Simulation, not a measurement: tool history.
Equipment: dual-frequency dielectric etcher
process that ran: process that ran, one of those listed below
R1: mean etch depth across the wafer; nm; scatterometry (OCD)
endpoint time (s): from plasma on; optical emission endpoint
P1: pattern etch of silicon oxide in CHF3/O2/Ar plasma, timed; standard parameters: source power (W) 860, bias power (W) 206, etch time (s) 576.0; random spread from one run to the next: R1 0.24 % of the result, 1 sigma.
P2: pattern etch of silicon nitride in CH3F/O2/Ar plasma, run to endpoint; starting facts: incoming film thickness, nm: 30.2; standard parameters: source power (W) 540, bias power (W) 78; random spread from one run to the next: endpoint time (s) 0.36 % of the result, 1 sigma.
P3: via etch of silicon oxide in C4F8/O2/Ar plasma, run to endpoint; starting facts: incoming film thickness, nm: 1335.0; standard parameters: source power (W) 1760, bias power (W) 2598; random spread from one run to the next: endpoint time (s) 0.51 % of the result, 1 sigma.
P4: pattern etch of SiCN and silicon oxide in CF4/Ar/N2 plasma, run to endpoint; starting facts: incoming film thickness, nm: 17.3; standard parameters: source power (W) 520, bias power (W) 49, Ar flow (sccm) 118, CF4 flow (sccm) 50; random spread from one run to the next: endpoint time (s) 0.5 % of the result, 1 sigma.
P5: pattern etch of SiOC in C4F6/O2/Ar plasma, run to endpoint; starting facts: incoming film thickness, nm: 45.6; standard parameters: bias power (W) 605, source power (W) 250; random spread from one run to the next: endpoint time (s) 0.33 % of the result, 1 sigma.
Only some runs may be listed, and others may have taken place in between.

run 1 day=0.438 | process_that_ran=P1 source_power_(W)=860 bias_power_(W)=206 etch_time_(s)=576.0 | R1=1332.5
run 2 day=0.804 | process_that_ran=P2 source_power_(W)=330 bias_power_(W)=78 | endpoint_time_(s)=44.969
run 3 day=1.242 | process_that_ran=P5 source_power_(W)=160 bias_power_(W)=605 | endpoint_time_(s)=19.936
run 4 day=1.725 | process_that_ran=P1 source_power_(W)=860 bias_power_(W)=253 etch_time_(s)=576.0 | R1=1432.0
run 5 day=2.171 | process_that_ran=P5 source_power_(W)=250 bias_power_(W)=605 | endpoint_time_(s)=16.850
run 6 day=2.658 | process_that_ran=P5 source_power_(W)=250 bias_power_(W)=749 | endpoint_time_(s)=15.578
run 7 day=3.196 | process_that_ran=P3 source_power_(W)=1360 bias_power_(W)=2598 | endpoint_time_(s)=292.270
run 8 day=3.521 | process_that_ran=P1 source_power_(W)=580 bias_power_(W)=155 etch_time_(s)=576.0 | R1=1044.8
run 9 day=3.808 | process_that_ran=P2 source_power_(W)=540 bias_power_(W)=78 | endpoint_time_(s)=37.419
run 10 day=4.096 | process_that_ran=P4 source_power_(W)=660 bias_power_(W)=49 Ar_flow_(sccm)=118 CF4_flow_(sccm)=50 | endpoint_time_(s)=16.987
run 11 day=4.533 | process_that_ran=P4 source_power_(W)=520 bias_power_(W)=62 Ar_flow_(sccm)=118 CF4_flow_(sccm)=50 | endpoint_time_(s)=19.282
run 12 day=4.800 | process_that_ran=P1 source_power_(W)=860 bias_power_(W)=206 etch_time_(s)=576.0 | R1=1326.9
run 13 day=5.100 | process_that_ran=P1 source_power_(W)=650 bias_power_(W)=256 etch_time_(s)=576.0 | R1=1291.9
run 14 day=5.483 | process_that_ran=P1 source_power_(W)=570 bias_power_(W)=206 etch_time_(s)=576.0 | R1=1137.9
run 15 day=5.846 | process_that_ran=P4 source_power_(W)=520 bias_power_(W)=49 Ar_flow_(sccm)=118 CF4_flow_(sccm)=33 | endpoint_time_(s)=22.960
run 16 day=6.104 | process_that_ran=P1 source_power_(W)=1080 bias_power_(W)=206 etch_time_(s)=576.0 | R1=1457.9
run 17 day=6.571 | process_that_ran=P3 source_power_(W)=1760 bias_power_(W)=3148 | endpoint_time_(s)=249.860
run 18 day=7.108 | process_that_ran=P1 source_power_(W)=860 bias_power_(W)=206 etch_time_(s)=432.5 | R1=1001.6
run 19 day=7.629 | process_that_ran=P4 source_power_(W)=520 bias_power_(W)=49 Ar_flow_(sccm)=118 CF4_flow_(sccm)=50 | endpoint_time_(s)=20.958
run 20 day=7.983 | process_that_ran=P1 source_power_(W)=860 bias_power_(W)=206 etch_time_(s)=576.0 | R1=1329.5
run 21 day=8.433 | process_that_ran=P2 source_power_(W)=540 bias_power_(W)=78 | endpoint_time_(s)=37.547
run 22 day=8.979 | process_that_ran=P4 source_power_(W)=520 bias_power_(W)=49 Ar_flow_(sccm)=118 CF4_flow_(sccm)=50 | endpoint_time_(s)=20.962
run 23 day=9.379 | process_that_ran=P1 source_power_(W)=860 bias_power_(W)=139 etch_time_(s)=576.0 | R1=1171.5
run 24 day=9.779 | process_that_ran=P3 source_power_(W)=1760 bias_power_(W)=2598 | endpoint_time_(s)=264.550
run 25 day=10.021 | process_that_ran=P1 source_power_(W)=860 bias_power_(W)=206 etch_time_(s)=576.0 | R1=1335.0
run 26 day=10.367 | process_that_ran=P1 source_power_(W)=860 bias_power_(W)=206 etch_time_(s)=576.0 | R1=1333.6
run 27 day=10.646 | process_that_ran=P5 source_power_(W)=250 bias_power_(W)=605 | endpoint_time_(s)=16.844
run 28 day=11.121 | process_that_ran=P4 source_power_(W)=520 bias_power_(W)=49 Ar_flow_(sccm)=68 CF4_flow_(sccm)=50 | endpoint_time_(s)=19.022
run 29 day=11.400 | process_that_ran=P2 source_power_(W)=540 bias_power_(W)=111 | endpoint_time_(s)=33.116
run 30 day=11.917 | process_that_ran=P1 source_power_(W)=1140 bias_power_(W)=157 etch_time_(s)=576.0 | R1=1360.0
run 31 day=12.196 | process_that_ran=P1 source_power_(W)=860 bias_power_(W)=206 etch_time_(s)=829.0 | R1=1913.8
run 32 day=12.454 | process_that_ran=P1 source_power_(W)=860 bias_power_(W)=206 etch_time_(s)=576.0 | R1=1327.6
run 33 day=12.842 | process_that_ran=P1 source_power_(W)=860 bias_power_(W)=206 etch_time_(s)=576.0 | R1=1326.6
run 34 day=13.275 | process_that_ran=P1 source_power_(W)=860 bias_power_(W)=206 etch_time_(s)=576.0 | R1=1320.2
run 35 day=13.588 | process_that_ran=P1 source_power_(W)=860 bias_power_(W)=206 etch_time_(s)=576.0 | R1=1324.6
run 36 day=13.833 | process_that_ran=P1 source_power_(W)=860 bias_power_(W)=206 etch_time_(s)=576.0 | R1=1322.5
-- day=13.933 wet clean of the chamber
run 37 day=14.304 | process_that_ran=P1 source_power_(W)=860 bias_power_(W)=206 etch_time_(s)=576.0 | R1=1317.0
run 38 day=14.583 | process_that_ran=P1 source_power_(W)=860 bias_power_(W)=206 etch_time_(s)=576.0 | R1=1315.0
run 39 day=14.958 | process_that_ran=P1 source_power_(W)=860 bias_power_(W)=206 etch_time_(s)=576.0 | R1=1313.1
run 40 day=15.304 | process_that_ran=P1 source_power_(W)=860 bias_power_(W)=206 etch_time_(s)=576.0 | R1=1309.9
run 41 day=15.829 | process_that_ran=P1 source_power_(W)=860 bias_power_(W)=206 etch_time_(s)=576.0 | R1=1309.6
run 42 day=16.296 | process_that_ran=P1 source_power_(W)=860 bias_power_(W)=206 etch_time_(s)=576.0 | R1=1314.5

Compared with where it was, what P1 gives has crept away. Each cause listed below fits the log as well as the rest, at the size given for it:
A: bias power that arrives under what is set, % = 4.15
B: source power that arrives under what is set, % = 3.65
The gradual shift began around day 12.454.
What rules out each remaining cause:
chamber walls in a state that lowers the etch rate, %: was serviced at day 13.933, once the creep was under way, yet the earlier output never came back

Below are 4 check runs, each averaged over 3 wafers, with their results shown as question marks. Which of them would give clearly different results depending on which cause is behind the drift?
run check 1 day=16.762 | process_that_ran=P2 source_power_(W)=420 bias_power_(W)=104 | endpoint_time_(s)=?
run check 2 day=16.762 | process_that_ran=P3 source_power_(W)=1460 bias_power_(W)=2598 | endpoint_time_(s)=?
run check 3 day=16.762 | process_that_ran=P4 source_power_(W)=520 bias_power_(W)=49 Ar_flow_(sccm)=74 CF4_flow_(sccm)=50 | endpoint_time_(s)=?
run check 4 day=16.762 | process_that_ran=P5 source_power_(W)=210 bias_power_(W)=605 | endpoint_time_(s)=?

If the cause were each of the candidates in turn, the checks would give the following:
check=check_1 result=endpoint_time_(s) if_A=37.752 if_B=37.686
check=check_2 result=endpoint_time_(s) if_A=288.830 if_B=289.260
check=check_3 result=endpoint_time_(s) if_A=19.509 if_B=19.910
check=check_4 result=endpoint_time_(s) if_A=18.308 if_B=18.249
Per-check spread between the two closest causes, in the result where they differ most: check 1 0.17 %; check 2 0.15 %; check 3 2.03 %; check 4 0.32 %
The causes can be told apart only by check 3. The other checks would give nearly the same results under each of them.

Check 3 has now been run. It gave: endpoint time (s) 19.885. Which of the candidate causes is it?

The cause is B: source power that arrives under what is set, %.

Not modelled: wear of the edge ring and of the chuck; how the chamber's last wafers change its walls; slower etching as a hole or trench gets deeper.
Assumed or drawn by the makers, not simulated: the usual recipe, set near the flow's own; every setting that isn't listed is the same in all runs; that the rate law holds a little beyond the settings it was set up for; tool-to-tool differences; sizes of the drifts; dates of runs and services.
